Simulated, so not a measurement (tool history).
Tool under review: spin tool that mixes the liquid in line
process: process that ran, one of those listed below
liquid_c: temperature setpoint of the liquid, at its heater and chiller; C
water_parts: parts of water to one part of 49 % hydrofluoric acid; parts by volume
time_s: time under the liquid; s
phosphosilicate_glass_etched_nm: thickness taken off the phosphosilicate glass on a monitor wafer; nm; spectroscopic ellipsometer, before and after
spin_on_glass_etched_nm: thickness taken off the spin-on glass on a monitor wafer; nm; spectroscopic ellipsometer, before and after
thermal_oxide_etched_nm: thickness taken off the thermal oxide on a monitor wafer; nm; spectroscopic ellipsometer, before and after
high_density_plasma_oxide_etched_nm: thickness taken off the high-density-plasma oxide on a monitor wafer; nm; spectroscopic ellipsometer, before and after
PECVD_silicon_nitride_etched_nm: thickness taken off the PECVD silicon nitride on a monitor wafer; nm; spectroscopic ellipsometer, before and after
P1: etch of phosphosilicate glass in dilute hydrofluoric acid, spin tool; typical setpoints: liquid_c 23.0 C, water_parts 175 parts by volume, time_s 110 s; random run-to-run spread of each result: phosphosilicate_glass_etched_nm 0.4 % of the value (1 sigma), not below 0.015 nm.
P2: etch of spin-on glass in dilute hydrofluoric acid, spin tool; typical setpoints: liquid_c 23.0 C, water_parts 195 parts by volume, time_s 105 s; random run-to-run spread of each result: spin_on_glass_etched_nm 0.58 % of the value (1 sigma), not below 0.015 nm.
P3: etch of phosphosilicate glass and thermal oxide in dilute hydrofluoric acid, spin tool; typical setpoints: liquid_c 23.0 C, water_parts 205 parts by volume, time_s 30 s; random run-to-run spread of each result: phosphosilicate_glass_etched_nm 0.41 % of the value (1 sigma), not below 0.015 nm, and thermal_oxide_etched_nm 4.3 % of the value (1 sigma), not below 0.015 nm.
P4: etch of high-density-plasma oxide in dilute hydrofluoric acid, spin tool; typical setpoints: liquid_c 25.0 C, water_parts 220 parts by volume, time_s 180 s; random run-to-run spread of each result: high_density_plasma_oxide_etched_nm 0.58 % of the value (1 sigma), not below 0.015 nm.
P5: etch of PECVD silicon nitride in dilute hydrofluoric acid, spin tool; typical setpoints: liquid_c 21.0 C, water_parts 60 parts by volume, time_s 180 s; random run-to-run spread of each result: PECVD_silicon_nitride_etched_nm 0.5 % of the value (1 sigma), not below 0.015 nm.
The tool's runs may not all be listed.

run	day	process	liquid_c	water_parts	time_s	phosphosilicate_glass_etched_nm	spin_on_glass_etched_nm	thermal_oxide_etched_nm	high_density_plasma_oxide_etched_nm	PECVD_silicon_nitride_etched_nm
1	0.204	P1	23.0	175	110	43.038				
2	0.350	P1	23.0	175	110	43.039				
3	0.558	P2	23.0	195	25		7.7288			
4	0.650	P1	23.0	175	110	43.429				
5	0.842	P3	23.0	205	45	37.308		0.93749		
6	1.000	P3	28.5	205	30	30.125		0.76311		
7	1.104	P4	25.0	220	180				4.9446	
8	1.254	P2	23.0	110	105		63.3110			
9	1.371	P1	28.0	175	110	51.963				
10	1.492	P3	23.0	205	30	24.939		0.57758		
11	1.642	P1	23.0	175	110	43.264				
12	1.821	P2	23.0	195	105		32.3010			
13	2.000	P1	29.5	175	185	92.294				
14	2.162	P5	21.0	35	180					7.2356
15	2.262	P5	26.5	60	180					6.1894
16	2.404	P3	23.0	205	30	25.005		0.64036		
17	2.533	P1	23.0	175	185	72.833				
18	2.725	P2	27.0	195	105		37.6340			
19	2.900	P1	27.0	175	190	86.070				
20	3.050	P4	25.0	50	180				26.5030	
21	3.167	P1	23.0	175	110	43.175				
22	3.367	P4	25.0	220	60				1.6563	
23	3.483	P1	23.0	175	110	42.932				
24	3.671	P5	21.0	60	75					1.7816
25	3.800	P5	21.0	60	180					4.2525
26	3.933	P1	23.0	70	110	121.540				
27	4.058	P5	21.0	60	180					4.2729
28	4.254	P1	23.0	295	110	22.626				
29	4.342	P3	23.0	315	30	14.500		0.37501		
30	4.433	P1	23.0	175	60	23.407				
31	4.542	P4	20.5	220	180				4.1579	
32	4.662	P4	25.0	220	180				4.8700	
33	4.812	P1	17.5	175	110	34.548				
34	4.904	P1	23.0	175	110	43.298				
35	5.083	P1	23.0	175	110	44.076				
36	5.279	P1	23.0	175	110	45.219				
37	5.462	P1	23.0	175	110	45.609				
38	5.575	P1	23.0	175	110	45.971				
39	5.700	P1	23.0	175	110	46.388				
40	5.858	P1	23.0	175	110	46.602				
41	6.038	P1	23.0	175	110	46.880				
42	6.158	P1	23.0	175	110	46.820				
43	6.333	P1	23.0	175	110	47.063				
44	6.471	P1	23.0	175	110	46.881				
45	6.667	P1	23.0	175	110	46.998				

What P1 gives has crept away from where it was. These 2 causes fit the log equally well, each at the size given:
A: liquid hotter than its thermometer reads (K) = 2.18
B: hydrofluoric acid flow above the setpoint (%) = 7.15
The drift started at roughly day 4.904.

Question marks stand in for the results of the 4 check runs listed below, each run on one wafer. Under which run would the listed causes show clearly different results?
check 1	6.862	P5	21.0	60	180					?
check 2	6.862	P3	23.0	205	30	?		?		
check 3	6.862	P4	25.0	220	180				?	
check 4	6.862	P2	23.0	195	105		?			

What every check run would give for each of its results, assuming each possible cause in turn:
check	result	if A	if B
check 1	PECVD_silicon_nitride_etched_nm	4.9184	4.5351
check 2	phosphosilicate_glass_etched_nm	26.958	27.046
check 2	thermal_oxide_etched_nm	0.67205	0.67423
check 3	high_density_plasma_oxide_etched_nm	5.3010	5.3400
check 4	spin_on_glass_etched_nm	35.0350	35.1110
Separation of the two closest causes in each check, using whichever result separates them best: check 1 8.11 %; check 2 0.32 %; check 3 0.73 %; check 4 0.21 %
Of the check runs offered, only check 1 discriminates between the causes; the rest would read about the same regardless of which cause applies.

Running check 1 produced the following: PECVD_silicon_nitride_etched_nm 4.5419 nm. Which one of the listed causes fits?

It is B: hydrofluoric acid flow above the setpoint (%).
